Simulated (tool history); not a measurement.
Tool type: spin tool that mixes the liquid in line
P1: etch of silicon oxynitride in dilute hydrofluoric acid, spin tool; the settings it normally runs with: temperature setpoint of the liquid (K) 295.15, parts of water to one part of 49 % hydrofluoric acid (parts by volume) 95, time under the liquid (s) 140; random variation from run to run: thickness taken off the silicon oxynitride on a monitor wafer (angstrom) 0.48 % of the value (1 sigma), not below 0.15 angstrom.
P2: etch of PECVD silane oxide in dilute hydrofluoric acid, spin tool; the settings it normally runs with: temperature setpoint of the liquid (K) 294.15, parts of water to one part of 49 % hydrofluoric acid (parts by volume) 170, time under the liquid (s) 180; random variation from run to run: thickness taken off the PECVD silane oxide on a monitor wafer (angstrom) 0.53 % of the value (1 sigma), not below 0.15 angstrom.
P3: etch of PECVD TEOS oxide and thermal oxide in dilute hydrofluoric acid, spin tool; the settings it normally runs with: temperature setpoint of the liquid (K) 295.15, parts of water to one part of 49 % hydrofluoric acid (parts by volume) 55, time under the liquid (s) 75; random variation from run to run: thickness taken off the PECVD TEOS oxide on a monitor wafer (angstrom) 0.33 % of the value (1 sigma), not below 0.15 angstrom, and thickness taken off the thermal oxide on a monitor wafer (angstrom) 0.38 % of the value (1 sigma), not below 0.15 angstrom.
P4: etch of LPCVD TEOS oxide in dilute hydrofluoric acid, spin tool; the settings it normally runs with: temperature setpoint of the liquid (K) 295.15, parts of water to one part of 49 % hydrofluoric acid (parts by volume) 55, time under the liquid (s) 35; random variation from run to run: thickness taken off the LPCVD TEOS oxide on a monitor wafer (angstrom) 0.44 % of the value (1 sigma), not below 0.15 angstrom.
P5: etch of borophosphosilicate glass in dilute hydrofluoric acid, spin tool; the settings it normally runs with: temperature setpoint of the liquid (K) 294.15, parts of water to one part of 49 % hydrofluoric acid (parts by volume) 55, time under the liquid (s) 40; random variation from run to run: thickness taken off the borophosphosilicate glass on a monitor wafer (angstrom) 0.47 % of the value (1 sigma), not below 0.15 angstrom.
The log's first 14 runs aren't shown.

run,hour,process that ran,temperature setpoint of the liquid (K),parts of water to one part of 49 % hydrofluoric acid (parts by volume),time under the liquid (s),hours since the thermometer was replaced,hours since the hydrofluoric acid flow meter was replaced,thickness taken off the silicon oxynitride on a monitor wafer (angstrom),thickness taken off the borophosphosilicate glass on a monitor wafer (angstrom),thickness taken off the PECVD TEOS oxide on a monitor wafer (angstrom),thickness taken off the thermal oxide on a monitor wafer (angstrom),thickness taken off the PECVD silane oxide on a monitor wafer (angstrom),thickness taken off the LPCVD TEOS oxide on a monitor wafer (angstrom)
15,155.1,P1,295.15,160,50,17.5,1177.7,12.9280,,,,,
16,164.0,P4,295.15,20,35,26.4,1186.6,,,,,,974.64
17,174.4,P2,294.15,170,180,36.8,1197.0,,,,,223.07,
18,181.5,P3,295.15,55,75,43.9,1204.1,,,110.820,62.422,,
19,187.5,P1,290.15,55,140,49.9,1210.1,86.3160,,,,,
20,195.9,P1,295.15,95,140,58.3,1218.5,61.9800,,,,,
21,207.4,P2,299.65,170,180,69.8,1230.0,,,,,274.96,
22,217.4,P1,295.15,95,140,79.8,1240.0,62.7300,,,,,
23,226.6,P3,295.15,55,135,89.0,1249.2,,,200.260,112.550,,
24,237.4,P1,295.15,95,20,99.8,1260.0,9.1142,,,,,
25,250.5,P1,295.15,95,140,112.9,1273.1,62.2440,,,,,
26,260.6,P4,295.15,55,35,123.0,1283.2,,,,,,341.86
27,269.8,P2,294.15,170,350,132.2,1292.4,,,,,433.33,
28,279.9,P1,295.15,95,220,142.3,1302.5,98.8470,,,,,
29,288.7,P1,302.65,95,140,151.1,1311.3,88.4840,,,,,
30,299.9,P1,295.15,155,140,162.3,1322.5,36.4530,,,,,

For run 31, what comes out?
31,310.3,P4,295.15,55,15,172.7,1332.9,,,,,,?

thickness taken off the LPCVD TEOS oxide on a monitor wafer (angstrom): 144.95
